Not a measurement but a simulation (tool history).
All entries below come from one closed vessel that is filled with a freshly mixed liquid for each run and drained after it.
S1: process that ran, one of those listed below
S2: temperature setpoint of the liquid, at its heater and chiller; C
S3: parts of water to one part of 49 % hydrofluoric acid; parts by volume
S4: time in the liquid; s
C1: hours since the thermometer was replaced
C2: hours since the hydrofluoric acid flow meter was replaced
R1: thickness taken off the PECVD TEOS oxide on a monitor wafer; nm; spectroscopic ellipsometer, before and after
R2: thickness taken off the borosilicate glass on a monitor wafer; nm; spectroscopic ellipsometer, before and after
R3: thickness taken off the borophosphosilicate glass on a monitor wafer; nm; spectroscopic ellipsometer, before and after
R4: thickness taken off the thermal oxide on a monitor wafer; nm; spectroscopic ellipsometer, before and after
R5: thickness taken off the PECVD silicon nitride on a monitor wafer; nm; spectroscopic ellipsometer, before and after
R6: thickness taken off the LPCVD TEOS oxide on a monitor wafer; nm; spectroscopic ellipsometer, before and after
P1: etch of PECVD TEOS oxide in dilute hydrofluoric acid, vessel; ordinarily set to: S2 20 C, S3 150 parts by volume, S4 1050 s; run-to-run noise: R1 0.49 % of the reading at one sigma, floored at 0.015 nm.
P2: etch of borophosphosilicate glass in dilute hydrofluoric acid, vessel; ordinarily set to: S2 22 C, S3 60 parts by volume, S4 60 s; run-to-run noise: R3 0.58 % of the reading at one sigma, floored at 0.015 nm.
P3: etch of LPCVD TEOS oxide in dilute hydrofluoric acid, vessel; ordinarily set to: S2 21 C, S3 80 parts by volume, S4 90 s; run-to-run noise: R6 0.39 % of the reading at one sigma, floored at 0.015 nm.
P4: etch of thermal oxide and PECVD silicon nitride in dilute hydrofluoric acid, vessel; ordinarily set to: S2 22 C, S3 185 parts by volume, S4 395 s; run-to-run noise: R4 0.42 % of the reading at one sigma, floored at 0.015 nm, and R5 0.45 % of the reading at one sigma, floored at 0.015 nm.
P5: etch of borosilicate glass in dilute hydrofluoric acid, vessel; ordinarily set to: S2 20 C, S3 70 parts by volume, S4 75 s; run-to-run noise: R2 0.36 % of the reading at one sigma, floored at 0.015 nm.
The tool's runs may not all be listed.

run,day,S1,S2,S3,S4,C1,C2,R1,R2,R3,R4,R5,R6
1,0.354,P1,20,150,1050,419.4,463.4,53.723,,,,,
2,0.521,P1,20,150,1660,423.4,467.4,85.196,,,,,
3,0.679,P5,17,70,75,427.2,471.2,,24.116,,,,
4,0.938,P2,22,60,60,433.4,477.4,,,58.734,,,
5,1.121,P4,22,185,395,437.8,481.8,,,,7.61,5.3606,
6,1.396,P4,22,185,395,444.4,488.4,,,,7.5992,5.3798,
7,1.625,P1,27.5,150,1050,449.9,493.9,72.12,,,,,
8,1.946,P3,21,80,30,457.6,501.6,,,,,,5.4881
9,2.192,P1,17,150,1795,463.5,507.5,81.884,,,,,
10,2.475,P3,21,80,90,470.3,514.3,,,,,,16.536
11,2.662,P1,20,150,1050,474.8,518.8,53.704,,,,,
12,2.817,P1,20,150,1050,478.5,522.5,53.507,,,,,
13,3.129,P5,20,70,125,486,530,,45.235,,,,
14,3.304,P3,17,80,90,490.2,534.2,,,,,,14.036
15,3.529,P2,22,60,30,495.6,539.6,,,29.467,,,
16,3.704,P5,20,30,75,499.8,543.8,,66.751,,,,
17,3.875,P1,20,150,30,503.9,547.9,1.5037,,,,,
18,4.117,P1,20,150,1050,509.7,553.7,53.564,,,,,
19,4.312,P5,20,70,75,514.4,558.4,,27.175,,,,
20,4.508,P3,21,80,90,519.1,563.1,,,,,,16.613
21,4.679,P1,17,150,1050,523.2,567.2,47.407,,,,,
22,4.983,P2,26.5,60,60,530.5,574.5,,,70.521,,,
23,5.138,P1,20,150,1050,534.2,578.2,53.607,,,,,
24,5.417,P5,20,70,75,540.9,584.9,,27.349,,,,
25,5.596,P3,21,50,90,545.2,589.2,,,,,,27.446
26,5.929,P2,22,110,60,553.2,597.2,,,30.308,,,
27,6.179,P4,22,185,45,559.2,603.2,,,,0.87699,0.61799,
28,6.421,P2,22,60,60,565,609,,,59.371,,,
29,6.604,P1,20,75,1050,569.4,613.4,116.72,,,,,
30,6.958,P1,20,270,1050,577.9,621.9,26.732,,,,,
31,7.233,P4,22,65,395,584.5,628.5,,,,24.913,15.11,
32,7.404,P1,20,150,1050,588.6,632.6,54.137,,,,,
33,7.562,P4,30,185,395,592.4,636.4,,,,10.18,8.9193,
34,7.771,P1,20,150,1050,597.4,641.4,53.113,,,,,
35,7.946,P1,20,150,1050,601.6,645.6,53.001,,,,,
36,8.233,P1,20,150,1050,608.5,652.5,51.994,,,,,
37,8.388,P1,20,150,1050,612.2,656.2,51.446,,,,,
38,8.625,P1,20,150,1050,617.9,661.9,50.818,,,,,
39,8.912,P1,20,150,1050,624.8,668.8,50.859,,,,,
40,9.079,P1,20,150,1050,628.8,672.8,50.644,,,,,
41,9.308,P1,20,150,1050,634.3,678.3,50.919,,,,,
42,9.479,P1,20,150,1050,638.4,682.4,50.383,,,,,
43,9.717,P1,20,150,1050,644.1,688.1,50.151,,,,,
44,9.912,P1,20,150,1050,648.8,692.8,50.354,,,,,
45,10.233,P1,20,150,1050,656.5,700.5,50.726,,,,,

The output of P1 has drifted from where it used to be. Each of the 2 causes below, taken at the size shown beside it, accounts for the log equally well:
A: liquid colder than its thermometer reads (K) = 1.69
B: hydrofluoric acid flow below the setpoint (%) = 5.67
The process output started creeping at around day 7.771.

Listed below are the offered check runs, one wafer per run, with question marks in place of results. For which of them would the causes give clearly different outcomes?
check 1,10.554,P5,20,70,75,,,,?,,,,
check 2,10.554,P3,21,80,90,,,,,,,,?
check 3,10.554,P2,22,60,60,,,,,?,,,
check 4,10.554,P4,22,185,395,,,,,,?,?,

Expected result of each check under each candidate cause:
check,result,if A,if B
check 1,R2,25.392,25.596
check 2,R6,15.472,15.569
check 3,R3,55.002,55.428
check 4,R4,7.1475,7.1127
check 4,R5,4.8338,5.0973
Gap, in per cent, between the two causes that each check separates least, read from the result that separates them most: check 1 0.8 %; check 2 0.62 %; check 3 0.77 %; check 4 5.31 %
Only in check 4 would the causes give clearly different results; in the remaining checks their results would be nearly the same.

Check 4 has now been run. It gave: R4 7.1068 nm; R5 5.0821 nm. Which of the candidate causes is it?

B is the cause: hydrofluoric acid flow below the setpoint (%).
